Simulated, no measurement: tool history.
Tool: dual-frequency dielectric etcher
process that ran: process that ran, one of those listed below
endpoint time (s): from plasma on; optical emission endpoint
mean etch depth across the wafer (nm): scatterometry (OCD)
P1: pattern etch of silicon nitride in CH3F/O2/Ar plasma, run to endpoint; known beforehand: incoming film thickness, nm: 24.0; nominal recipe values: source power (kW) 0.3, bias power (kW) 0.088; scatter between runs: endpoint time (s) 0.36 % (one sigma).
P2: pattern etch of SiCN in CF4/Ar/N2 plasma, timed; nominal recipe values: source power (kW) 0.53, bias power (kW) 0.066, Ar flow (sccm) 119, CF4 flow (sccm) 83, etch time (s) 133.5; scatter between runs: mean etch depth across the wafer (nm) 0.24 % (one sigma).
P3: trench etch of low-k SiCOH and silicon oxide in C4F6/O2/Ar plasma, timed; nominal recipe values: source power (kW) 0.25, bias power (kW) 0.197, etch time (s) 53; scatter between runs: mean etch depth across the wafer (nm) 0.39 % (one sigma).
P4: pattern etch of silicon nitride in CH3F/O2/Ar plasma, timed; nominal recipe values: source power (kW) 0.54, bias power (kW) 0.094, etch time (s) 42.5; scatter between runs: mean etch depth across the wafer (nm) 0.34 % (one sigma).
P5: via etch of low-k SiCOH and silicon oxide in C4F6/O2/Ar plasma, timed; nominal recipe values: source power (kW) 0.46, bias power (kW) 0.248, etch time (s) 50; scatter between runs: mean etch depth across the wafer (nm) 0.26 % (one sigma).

run	hour	process that ran	source power (kW)	bias power (kW)	etch time (s)	Ar flow (sccm)	CF4 flow (sccm)	hours since the last wet clean	hours since the last source power generator calibration	hours since the last bias power generator calibration	endpoint time (s)	mean etch depth across the wafer (nm)
1	9.7	P1	0.3	0.088				235.9	1794.5	2111.4	35.745	
2	24.3	P1	0.21	0.065				250.5	1809.1	2126	45.93	
3	33.7	P1	0.4	0.088				259.9	1818.5	2135.4	32.306	
4	45.7	P1	0.3	0.088				271.9	1830.5	2147.4	36.017	
5	53.7	P5	0.37	0.248	50			279.9	1838.5	2155.4		134.71
6	62.9	P1	0.3	0.088				289.1	1847.7	2164.6	35.785	
7	77.4	P2	0.53	0.066	133.5	119	113	303.6	1862.2	2179.1		136.62
8	85.2	P4	0.54	0.072	42.5			311.4	1870	2186.9		33.737
9	94.1	P1	0.3	0.088				320.3	1878.9	2195.8	35.959	
10	108.4	P2	0.53	0.066	133.5	119	83	334.6	1893.2	2210.1		130.23
11	121.1	P2	0.44	0.066	133.5	119	83	347.3	1905.9	2222.8		110.31
12	129.5	P5	0.46	0.314	50			355.7	1914.3	2231.2		158.43
13	144.4	P1	0.24	0.088				370.6	1929.2	2246.1	38.812	
14	152.9	P2	0.53	0.049	133.5	119	83	379.1	1937.7	2254.6		118.35
15	167.2	P3	0.25	0.154	53			393.4	1952	2268.9		140.29
16	179.8	P3	0.25	0.197	53			406	1964.6	2281.5		152.63
17	188.5	P5	0.46	0.248	50			414.7	1973.3	2290.2		147.39
18	204.2	P4	0.54	0.094	56			430.4	1989	2305.9		48.283
19	212.5	P4	0.54	0.094	42.5			438.7	1997.3	2314.2		36.808
20	228	P4	0.39	0.094	42.5			454.2	2012.8	2329.7		32.606
21	243.6	P2	0.53	0.066	180.5	119	83	469.8	2028.4	2345.3		176.4
22	258.7	P5	0.46	0.248	50			484.9	2043.5	2360.4		146.51
23	268.9	P1	0.3	0.117				495.1	2053.7	2370.6	32.452	
24	282.8	P3	0.31	0.197	53			509	2067.6	2384.5		165.44
25	298.2	P1	0.3	0.088				524.4	2083	2399.9	36.045	
# hour 302.4: bias power generator calibrated
26	311.9	P1	0.3	0.056				538.1	2096.7	9.5	42.153	
27	320.2	P2	0.53	0.066	133.5	119	83	546.4	2105	17.8		130.33
28	330.2	P2	0.53	0.066	133.5	96	83	556.4	2115	27.8		134.84
29	342.4	P5	0.46	0.248	70			568.6	2127.2	40		205.29
30	351.7	P3	0.25	0.197	39			577.9	2136.5	49.3		111.92
31	359.9	P3	0.25	0.197	53			586.1	2144.7	57.5		151.4
32	369.5	P1	0.3	0.088				595.7	2154.3	67.1	35.732	
33	383	P1	0.3	0.088				609.2	2167.8	80.6	36.281	
34	395.1	P1	0.3	0.088				621.3	2179.9	92.7	36.319	
35	408	P1	0.3	0.088				634.2	2192.8	105.6	36.453	
36	423.4	P1	0.3	0.088				649.6	2208.2	121	36.514	
37	437	P1	0.3	0.088				663.2	2221.8	134.6	36.394	
# hour 440.5: wet clean of the chamber
38	446.5	P1	0.3	0.088				6	2231.3	144.1	36.585	
39	457	P1	0.3	0.088				16.5	2241.8	154.6	36.519	
40	469.7	P1	0.3	0.088				29.2	2254.5	167.3	36.249	

P1 no longer gives what it gave before; its output has crept away from where it was. The following 2 causes, each at its listed size, fit the log equally well:
A: bias power that arrives under what is set, % = 4.88
B: source power that arrives under what is set, % = 4.76
At approximately hour 369.5, the process output began to creep.
Why every other cause is out:
chamber walls in a state that lowers the etch rate, %: work on it at hour 440.5, done after the drift set in, did not restore what the process gave before

Below are 4 check runs, each on a single wafer, with their results shown as question marks. Which of them would tell the listed causes apart, meaning the causes would give clearly different results under it?
check 1	482.4	P2	0.53	0.066	133.5	119	83					?
check 2	482.4	P3	0.25	0.197	53							?
check 3	482.4	P4	0.54	0.094	42.5							?
check 4	482.4	P5	0.46	0.248	50							?

What each check would give under each cause:
check	result	if A	if B
check 1	mean etch depth across the wafer (nm)	128.06	124.74
check 2	mean etch depth across the wafer (nm)	149.97	149.65
check 3	mean etch depth across the wafer (nm)	36.178	36.155
check 4	mean etch depth across the wafer (nm)	144.45	144.16
Smallest distance between any two causes, each pair judged by its most separating result, in per cent: check 1 2.63 %; check 2 0.21 %; check 3 0.06 %; check 4 0.21 %
Only check 1 tells the causes apart: in the others they would give nearly the same result.

After running check 1, the following was obtained: mean etch depth across the wafer (nm) 124.81. Which cause does this point to?

Of the candidate causes, it is B: source power that arrives under what is set, %.

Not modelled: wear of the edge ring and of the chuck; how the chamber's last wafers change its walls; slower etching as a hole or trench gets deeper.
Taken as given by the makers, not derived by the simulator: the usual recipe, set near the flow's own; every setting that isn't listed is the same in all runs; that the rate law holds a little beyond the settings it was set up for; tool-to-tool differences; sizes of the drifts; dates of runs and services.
